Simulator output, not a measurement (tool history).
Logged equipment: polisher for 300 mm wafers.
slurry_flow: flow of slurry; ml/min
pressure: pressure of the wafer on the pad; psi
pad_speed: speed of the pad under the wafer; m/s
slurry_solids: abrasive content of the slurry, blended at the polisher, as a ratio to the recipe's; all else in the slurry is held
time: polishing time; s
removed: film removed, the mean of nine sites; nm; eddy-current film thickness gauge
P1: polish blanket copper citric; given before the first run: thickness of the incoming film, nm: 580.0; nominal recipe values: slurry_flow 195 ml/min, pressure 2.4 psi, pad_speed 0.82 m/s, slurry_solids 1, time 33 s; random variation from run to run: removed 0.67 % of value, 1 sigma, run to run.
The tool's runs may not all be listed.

run,hour,slurry_flow,pressure,pad_speed,slurry_solids,time,removed
1,9.2,195,2.4,0.82,1,33,46.787
2,15.7,195,3,0.82,1.45,33,62.784
3,23.7,115,2.4,0.82,1,33,42.365
4,30.7,115,2.4,0.82,0.6,33,38.213
5,41.9,195,3.2,0.82,1,33,62.053
6,49.2,195,2.4,0.82,0.55,33,41.358
7,59,195,2.4,0.82,1,33,46.411
8,69.4,195,1.1,0.82,1,33,22.396
9,79.8,195,2.4,0.82,1.4,33,50.534
10,85.2,195,2.4,0.82,1,52,73.732
11,91.5,195,2.4,0.82,1,24,33.841
12,101.5,195,3.2,0.82,1,20,37.195
# hour 106.6: slurry nozzle cleaned
13,110.6,195,2.4,0.82,1,33,46.242
14,118.2,255,2.4,0.82,1,33,48.077
15,123.7,195,2.4,1.26,1,33,71.002
16,130,195,2.4,0.82,1,33,46.476
17,136.1,195,2.4,0.48,1,33,28.185
18,143.7,195,2.4,0.82,1,33,46.655
19,149,195,2.4,0.82,1,33,45.671
20,156.1,195,2.4,0.82,1,33,45.151
21,162.5,195,2.4,0.82,1,33,44.724
# hour 164.3: worn pad replaced by a new one
# hour 169.3: slurry blender recalibrated
22,170.1,195,2.4,0.82,1,33,44.466
23,175.1,195,2.4,0.82,1,33,44.341
24,181.9,195,2.4,0.82,1,33,43.967
25,189.5,195,2.4,0.82,1,33,44.224

The log shows P1 creeping away from where it was. Any of the 2 causes listed here, at the size stated for it, fits the log just as well as the others:
A: head's pressure below its setpoint, % = 5.81
B: slurry flow missing at the pad, % = 30.1
The onset of the drift is placed at about hour 143.7.
Ruled out, with reasons:
removal rate lost through wear of the pad, %: serviced at hour 164.3, after the drift had started, without restoring the earlier output
abrasive missing from the slurry, %: serviced at hour 169.3, after the drift had started, without restoring the earlier output

The list below offers 4 check runs, each averaging the results of 2 wafers, and shows each result as a question mark. For which of them would the listed causes give clearly different results?
check 1,197.1,195,2.4,0.56,1.25,33,?
check 2,197.1,115,2.4,0.56,1,33,?
check 3,197.1,195,2.4,0.82,0.65,33,?
check 4,197.1,195,1.5,0.82,1,33,?

If the cause were each of the candidates in turn, the checks would give the following:
check,result,if A,if B
check 1,removed,32.229,32.196
check 2,removed,27.994,26.995
check 3,removed,40.375,40.373
check 4,removed,28.244,28.207
How far apart the two closest causes lie, in the result that separates them most: check 1 0.1 %; check 2 3.63 %; check 3 0 %; check 4 0.13 %
The causes can be told apart only by check 2. The other checks would give nearly the same results under each of them.

With check 2 done, the readings were: removed 27.782 nm. Identify which of the listed causes applies.

The correct cause is A, namely: head's pressure below its setpoint, %.

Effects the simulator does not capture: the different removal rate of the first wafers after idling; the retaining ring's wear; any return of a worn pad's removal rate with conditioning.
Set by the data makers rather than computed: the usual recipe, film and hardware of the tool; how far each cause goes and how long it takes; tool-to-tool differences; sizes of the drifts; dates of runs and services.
